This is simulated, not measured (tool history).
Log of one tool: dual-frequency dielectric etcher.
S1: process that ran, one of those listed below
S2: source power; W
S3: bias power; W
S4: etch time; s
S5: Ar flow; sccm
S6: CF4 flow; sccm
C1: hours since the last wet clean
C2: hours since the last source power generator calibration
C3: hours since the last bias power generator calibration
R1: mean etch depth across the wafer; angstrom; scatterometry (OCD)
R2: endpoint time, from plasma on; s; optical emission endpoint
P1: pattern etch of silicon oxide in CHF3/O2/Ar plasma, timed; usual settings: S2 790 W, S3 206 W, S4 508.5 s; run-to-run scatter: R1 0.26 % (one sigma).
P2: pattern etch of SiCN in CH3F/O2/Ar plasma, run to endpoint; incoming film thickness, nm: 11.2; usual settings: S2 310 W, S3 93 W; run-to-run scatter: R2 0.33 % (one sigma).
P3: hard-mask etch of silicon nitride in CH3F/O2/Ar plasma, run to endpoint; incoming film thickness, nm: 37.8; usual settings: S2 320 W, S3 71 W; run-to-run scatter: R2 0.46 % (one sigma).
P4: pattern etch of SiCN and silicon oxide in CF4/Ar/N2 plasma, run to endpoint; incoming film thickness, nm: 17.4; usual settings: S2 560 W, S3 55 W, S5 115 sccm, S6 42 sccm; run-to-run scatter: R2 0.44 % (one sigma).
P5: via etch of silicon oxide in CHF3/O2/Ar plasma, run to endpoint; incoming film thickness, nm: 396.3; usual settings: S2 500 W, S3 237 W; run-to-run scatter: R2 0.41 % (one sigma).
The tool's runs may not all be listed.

run 1 day=0.458 | S1=P1 S2=790 S3=206 S4=508.5 | C1=78.7 C2=1082.4 C3=1955.9 | R1=11651
run 2 day=0.688 | S1=P2 S2=310 S3=93 | C1=84.2 C2=1087.9 C3=1961.4 | R2=28.548
run 3 day=0.942 | S1=P5 S2=610 S3=237 | C1=90.3 C2=1094 C3=1967.5 | R2=173.93
run 4 day=1.279 | S1=P1 S2=790 S3=206 S4=508.5 | C1=98.4 C2=1102.1 C3=1975.6 | R1=11624
run 5 day=1.55 | S1=P4 S2=560 S3=55 S5=115 S6=32 | C1=104.9 C2=1108.6 C3=1982.1 | R2=21.394
run 6 day=2.017 | S1=P1 S2=790 S3=251 S4=302.5 | C1=116.1 C2=1119.8 C3=1993.3 | R1=7447.1
run 7 day=2.283 | S1=P1 S2=790 S3=154 S4=508.5 | C1=122.5 C2=1126.2 C3=1999.7 | R1=10634
run 8 day=2.733 | S1=P4 S2=560 S3=55 S5=115 S6=42 | C1=133.3 C2=1137 C3=2010.5 | R2=20.408
run 9 day=3.179 | S1=P1 S2=790 S3=206 S4=508.5 | C1=144 C2=1147.7 C3=2021.2 | R1=11624
run 10 day=3.471 | S1=P3 S2=190 S3=71 | C1=151 C2=1154.7 C3=2028.2 | R2=69.469
run 11 day=3.929 | S1=P1 S2=1080 S3=206 S4=508.5 | C1=162 C2=1165.7 C3=2039.2 | R1=13145
run 12 day=4.283 | S1=P1 S2=1050 S3=206 S4=296.5 | C1=170.5 C2=1174.2 C3=2047.7 | R1=7621.9
run 13 day=4.629 | S1=P1 S2=620 S3=206 S4=508.5 | C1=178.8 C2=1182.5 C3=2056 | R1=10687
run 14 day=4.996 | S1=P1 S2=790 S3=206 S4=508.5 | C1=187.6 C2=1191.3 C3=2064.8 | R1=11664
run 15 day=5.392 | S1=P3 S2=320 S3=47 | C1=197.1 C2=1200.8 C3=2074.3 | R2=64.732
run 16 day=5.708 | S1=P1 S2=790 S3=206 S4=508.5 | C1=204.7 C2=1208.4 C3=2081.9 | R1=11709
run 17 day=6.183 | S1=P4 S2=760 S3=55 S5=115 S6=42 | C1=216.1 C2=1219.8 C3=2093.3 | R2=15.537
run 18 day=6.417 | S1=P5 S2=500 S3=141 | C1=221.7 C2=1225.4 C3=2098.9 | R2=223.04
run 19 day=6.888 | S1=P4 S2=560 S3=55 S5=160 S6=42 | C1=233 C2=1236.7 C3=2110.2 | R2=21.773
run 20 day=7.129 | S1=P1 S2=790 S3=206 S4=652.5 | C1=238.8 C2=1242.5 C3=2116 | R1=15014
run 21 day=7.458 | S1=P1 S2=790 S3=206 S4=285.5 | C1=246.7 C2=1250.4 C3=2123.9 | R1=6566.6
run 22 day=7.762 | S1=P4 S2=560 S3=34 S5=115 S6=42 | C1=254 C2=1257.7 C3=2131.2 | R2=23.771
run 23 day=8.212 | S1=P1 S2=790 S3=206 S4=508.5 | C1=264.8 C2=1268.5 C3=2142 | R1=11676
run 24 day=8.671 | S1=P5 S2=500 S3=237 | C1=275.8 C2=1279.5 C3=2153 | R2=188.81
run 25 day=9.088 | S1=P2 S2=220 S3=93 | C1=285.8 C2=1289.5 C3=2163 | R2=32.287
-- day=9.271 wet clean of the chamber
run 26 day=9.412 | S1=P1 S2=790 S3=206 S4=508.5 | C1=3.4 C2=1297.3 C3=2170.8 | R1=11669
run 27 day=9.875 | S1=P2 S2=310 S3=63 | C1=14.5 C2=1308.4 C3=2181.9 | R2=32.869
run 28 day=10.321 | S1=P4 S2=560 S3=55 S5=115 S6=42 | C1=25.2 C2=1319.1 C3=2192.6 | R2=20.43
run 29 day=10.658 | S1=P3 S2=320 S3=71 | C1=33.3 C2=1327.2 C3=2200.7 | R2=56.76
run 30 day=10.904 | S1=P5 S2=500 S3=237 | C1=39.2 C2=1333.1 C3=2206.6 | R2=188.26
run 31 day=11.117 | S1=P2 S2=310 S3=93 | C1=44.3 C2=1338.2 C3=2211.7 | R2=28.509
run 32 day=11.379 | S1=P1 S2=790 S3=246 S4=508.5 | C1=50.6 C2=1344.5 C3=2218 | R1=12358
run 33 day=11.817 | S1=P1 S2=790 S3=206 S4=508.5 | C1=61.1 C2=1355 C3=2228.5 | R1=11644
run 34 day=12.1 | S1=P1 S2=790 S3=206 S4=508.5 | C1=67.9 C2=1361.8 C3=2235.3 | R1=11642
run 35 day=12.433 | S1=P1 S2=790 S3=206 S4=508.5 | C1=75.9 C2=1369.8 C3=2243.3 | R1=11521
run 36 day=12.754 | S1=P1 S2=790 S3=206 S4=508.5 | C1=83.6 C2=1377.5 C3=2251 | R1=11540
run 37 day=13.121 | S1=P1 S2=790 S3=206 S4=508.5 | C1=92.4 C2=1386.3 C3=2259.8 | R1=11530
run 38 day=13.404 | S1=P1 S2=790 S3=206 S4=508.5 | C1=99.2 C2=1393.1 C3=2266.6 | R1=11451
run 39 day=13.704 | S1=P1 S2=790 S3=206 S4=508.5 | C1=106.4 C2=1400.3 C3=2273.8 | R1=11478
run 40 day=14.104 | S1=P1 S2=790 S3=206 S4=508.5 | C1=116 C2=1409.9 C3=2283.4 | R1=11470
-- day=14.171 wet clean of the chamber
run 41 day=14.571 | S1=P1 S2=790 S3=206 S4=508.5 | C1=9.7 C2=1421.1 C3=2294.6 | R1=11494
run 42 day=14.979 | S1=P1 S2=790 S3=206 S4=508.5 | C1=19.5 C2=1430.9 C3=2304.4 | R1=11512

What P1 gives has crept away from where it was. These 2 causes fit the log equally well, each at the size given:
A: bias power that arrives under what is set, % = 4.85
B: source power that arrives under what is set, % = 4.3
The creep began at about day 11.817.
Why every other cause is out:
chamber walls in a state that lowers the etch rate, %: serviced at day 14.171, which brought nothing back

4 check runs are offered, each on 3 wafers whose results are averaged, their results left as question marks. Which one tells the causes apart?
run check 1 day=15.388 | S1=P5 S2=500 S3=144 | R2=?
run check 2 day=15.388 | S1=P4 S2=560 S3=45 S5=156 S6=42 | R2=?
run check 3 day=15.388 | S1=P2 S2=250 S3=93 | R2=?
run check 4 day=15.388 | S1=P3 S2=220 S3=71 | R2=?

What each check would give under each cause:
check=check_1 result=R2 if_A=225.84 if_B=226.04
check=check_2 result=R2 if_A=23.673 if_B=24.174
check=check_3 result=R2 if_A=31.344 if_B=31.255
check=check_4 result=R2 if_A=66.786 if_B=66.705
How far apart the two closest causes lie, in the result that separates them most: check 1 0.09 %; check 2 2.09 %; check 3 0.28 %; check 4 0.12 %
Only check 2 tells the causes apart: in the others they would give nearly the same result.

Then check 2 was run and gave: R2 23.698 s. Which cause is it?

It is A: bias power that arrives under what is set, %.
